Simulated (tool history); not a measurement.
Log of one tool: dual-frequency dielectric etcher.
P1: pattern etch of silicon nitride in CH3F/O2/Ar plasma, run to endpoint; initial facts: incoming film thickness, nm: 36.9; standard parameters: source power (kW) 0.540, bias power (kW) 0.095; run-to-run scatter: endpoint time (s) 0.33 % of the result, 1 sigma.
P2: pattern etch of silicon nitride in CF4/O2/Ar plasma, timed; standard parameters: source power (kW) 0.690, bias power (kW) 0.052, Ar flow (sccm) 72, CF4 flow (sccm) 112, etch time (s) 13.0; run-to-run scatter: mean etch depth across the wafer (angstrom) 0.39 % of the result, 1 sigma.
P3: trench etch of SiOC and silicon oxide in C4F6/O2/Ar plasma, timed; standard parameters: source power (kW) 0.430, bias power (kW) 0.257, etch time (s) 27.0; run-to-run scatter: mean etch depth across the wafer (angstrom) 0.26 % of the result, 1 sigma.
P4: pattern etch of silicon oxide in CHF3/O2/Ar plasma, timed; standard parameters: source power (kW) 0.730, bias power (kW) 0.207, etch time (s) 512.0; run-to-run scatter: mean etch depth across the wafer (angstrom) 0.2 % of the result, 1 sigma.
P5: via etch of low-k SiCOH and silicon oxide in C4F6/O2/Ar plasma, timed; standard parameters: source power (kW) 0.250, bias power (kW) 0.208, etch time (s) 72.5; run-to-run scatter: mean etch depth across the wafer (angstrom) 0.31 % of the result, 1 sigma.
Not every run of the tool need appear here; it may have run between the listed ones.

| run | hour | process that ran | source power (kW) | bias power (kW) | Ar flow (sccm) | CF4 flow (sccm) | etch time (s) | hours since the last wet clean | hours since the last source power generator calibration | hours since the last bias power generator calibration | endpoint time (s) | mean etch depth across the wafer (angstrom) |
|---|---|---|---|---|---|---|---|---|---|---|---|---|
| 1 | 4.9 | P1 | 0.540 | 0.095 |  |  |  | 336.5 | 360.8 | 2084.6 | 43.739 |  |
| 2 | 10.7 | P2 | 0.690 | 0.052 | 59 | 112 | 13.0 | 342.3 | 366.6 | 2090.4 |  | 358.29 |
| 3 | 13.6 | P3 | 0.430 | 0.257 |  |  | 27.0 | 345.2 | 369.5 | 2093.3 |  | 606.29 |
| 4 | 16.7 | P1 | 0.540 | 0.062 |  |  |  | 348.3 | 372.6 | 2096.4 | 50.659 |  |
| 5 | 21.7 | P3 | 0.430 | 0.257 |  |  | 27.0 | 353.3 | 377.6 | 2101.4 |  | 606.39 |
| 6 | 26.5 | P1 | 0.730 | 0.095 |  |  |  | 358.1 | 382.4 | 2106.2 | 38.838 |  |
| 7 | 30.1 | P2 | 0.690 | 0.052 | 72 | 112 | 13.0 | 361.7 | 386.0 | 2109.8 |  | 349.92 |
| 8 | 35.4 | P5 | 0.160 | 0.208 |  |  | 72.5 | 367.0 | 391.3 | 2115.1 |  | 1509.60 |
| 9 | 38.5 | P1 | 0.540 | 0.095 |  |  |  | 370.1 | 394.4 | 2118.2 | 43.767 |  |
| 10 | 43.1 | P5 | 0.250 | 0.208 |  |  | 90.0 | 374.7 | 399.0 | 2122.8 |  | 2217.40 |
| 11 | 45.8 | P4 | 0.440 | 0.207 |  |  | 512.0 | 377.4 | 401.7 | 2125.5 |  | 9619.90 |
| 12 | 51.8 | P2 | 0.690 | 0.052 | 72 | 140 | 13.0 | 383.4 | 407.7 | 2131.5 |  | 357.46 |
| 13 | 55.8 | P1 | 0.540 | 0.095 |  |  |  | 387.4 | 411.7 | 2135.5 | 43.517 |  |
| 14 | 60.7 | P5 | 0.250 | 0.208 |  |  | 72.5 | 392.3 | 416.6 | 2140.4 |  | 1794.40 |
| 15 | 66.4 | P1 | 0.360 | 0.122 |  |  |  | 398.0 | 422.3 | 2146.1 | 46.143 |  |
| 16 | 71.2 | P4 | 0.730 | 0.207 |  |  | 512.0 | 402.8 | 427.1 | 2150.9 |  | 11675.00 |
| 17 | 74.9 | P1 | 0.390 | 0.095 |  |  |  | 406.5 | 430.8 | 2154.6 | 49.247 |  |
| 18 | 77.6 | P2 | 0.460 | 0.052 | 72 | 112 | 13.0 | 409.2 | 433.5 | 2157.3 |  | 244.20 |
| 19 | 83.4 | P3 | 0.430 | 0.173 |  |  | 27.0 | 415.0 | 439.3 | 2163.1 |  | 533.32 |
| 20 | 87.5 | P5 | 0.250 | 0.156 |  |  | 72.5 | 419.1 | 443.4 | 2167.2 |  | 1622.40 |
| 21 | 92.4 | P1 | 0.540 | 0.095 |  |  |  | 424.0 | 448.3 | 2172.1 | 43.658 |  |
| 22 | 95.3 | P1 | 0.540 | 0.114 |  |  |  | 426.9 | 451.2 | 2175.0 | 40.787 |  |

Expected results for the next run?
| 23 | 99.0 | P4 | 0.730 | 0.207 |  |  | 512.0 | 430.6 | 454.9 | 2178.7 |  | ? |

Run 23 gave mean etch depth across the wafer (angstrom) 11682.00.

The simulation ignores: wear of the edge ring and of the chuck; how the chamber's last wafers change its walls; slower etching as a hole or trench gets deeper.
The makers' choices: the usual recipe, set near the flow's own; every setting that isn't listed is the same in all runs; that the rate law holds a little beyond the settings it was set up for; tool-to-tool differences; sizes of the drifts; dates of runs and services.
